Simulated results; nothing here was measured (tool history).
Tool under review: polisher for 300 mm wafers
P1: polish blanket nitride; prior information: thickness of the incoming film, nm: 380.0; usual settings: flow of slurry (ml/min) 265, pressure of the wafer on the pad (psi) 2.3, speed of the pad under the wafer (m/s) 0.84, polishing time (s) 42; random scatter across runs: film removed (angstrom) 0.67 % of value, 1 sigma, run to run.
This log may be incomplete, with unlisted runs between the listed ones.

run,hour,flow of slurry (ml/min),pressure of the wafer on the pad (psi),speed of the pad under the wafer (m/s),polishing time (s),wafers polished on this pad,hours since the slurry nozzle was cleaned,hours since the head pressure was calibrated,film removed (angstrom)
1,3.8,265,2.3,0.84,42,804,423.7,149.4,412.17
2,7.7,265,2.3,0.84,42,835,427.6,153.3,419.06
3,12.9,160,2.3,0.84,42,877,432.8,158.5,390.53
4,17.1,265,2.3,0.84,42,911,437,162.7,413.84
5,22.3,160,3.3,0.84,42,953,442.2,167.9,553.49
6,29,190,3.3,0.84,42,1007,448.9,174.6,573.28
7,35.8,160,2.3,1.26,42,1062,455.7,181.4,540.05
8,41.1,370,2.3,0.84,42,1105,461,186.7,425.76
9,46.7,265,2.3,0.84,67,1150,466.6,192.3,664.06
10,53.4,265,1,0.84,42,1204,473.3,199,183.22
11,58.8,265,2.3,0.84,42,1247,478.7,204.4,415.17
12,65.4,265,2.3,1.24,42,1300,485.3,211,564.11
# hour 67.9: slurry nozzle cleaned
13,73.1,265,3.3,0.84,42,1363,5.3,218.7,598.87
14,77.7,265,2.3,0.84,42,1400,9.9,223.3,414.8
15,81.7,265,2.3,0.38,42,1432,13.9,227.3,221.09
16,88.2,265,2.3,0.84,26,1484,20.4,233.8,257.34
17,96.1,265,2.3,0.84,42,1548,28.3,241.7,418.51
18,102.9,265,2.3,0.84,42,1603,35.1,248.5,402.25
19,107.8,265,2.3,0.84,42,1642,40,253.4,398.99
20,114.2,265,2.3,0.84,42,1694,46.4,259.8,399.12
# hour 119.8: worn pad replaced by a new one
21,120.1,265,2.3,0.84,42,2,52.3,265.7,395.8
22,126.5,265,2.3,0.84,42,54,58.7,272.1,397.88
23,131.1,265,2.3,0.84,42,91,63.3,276.7,395.08

What P1 gives has crept off from where it sat before. The 2 causes that follow fit the log equally well, each at the size noted:
A: slurry flow missing at the pad, % = 34.9
B: head's pressure below its setpoint, % = 5.2
The creep began at about hour 96.1.
Excluded causes, each with its reason:
removal rate lost through wear of the pad, %: serviced at hour 119.8, which brought nothing back

Which of the check runs below tells the causes apart, meaning the causes would give it clearly different results? Each run uses 3 wafers whose results are averaged, and each result is shown as a question mark.
check 1,135.7,265,3.2,0.84,28,,,,?
check 2,135.7,265,2.3,0.6,42,,,,?
check 3,135.7,165,2.3,1.14,42,,,,?
check 4,135.7,265,3.2,0.38,42,,,,?

Predicted outcomes, by check and by cause:
check,result,if A,if B
check 1,film removed (angstrom),365.89,365.85
check 2,film removed (angstrom),301.38,301.35
check 3,film removed (angstrom),460.48,474.19
check 4,film removed (angstrom),290.97,290.94
Distance between the nearest two causes, measured in the result of the check that separates them most: check 1 0.01 %; check 2 0.01 %; check 3 2.93 %; check 4 0.01 %
Check 3 tells the causes apart: in the others they would give nearly the same result.

Then check 3 was run and gave: film removed (angstrom) 456.88. Which cause is it?

It is A: slurry flow missing at the pad, %.
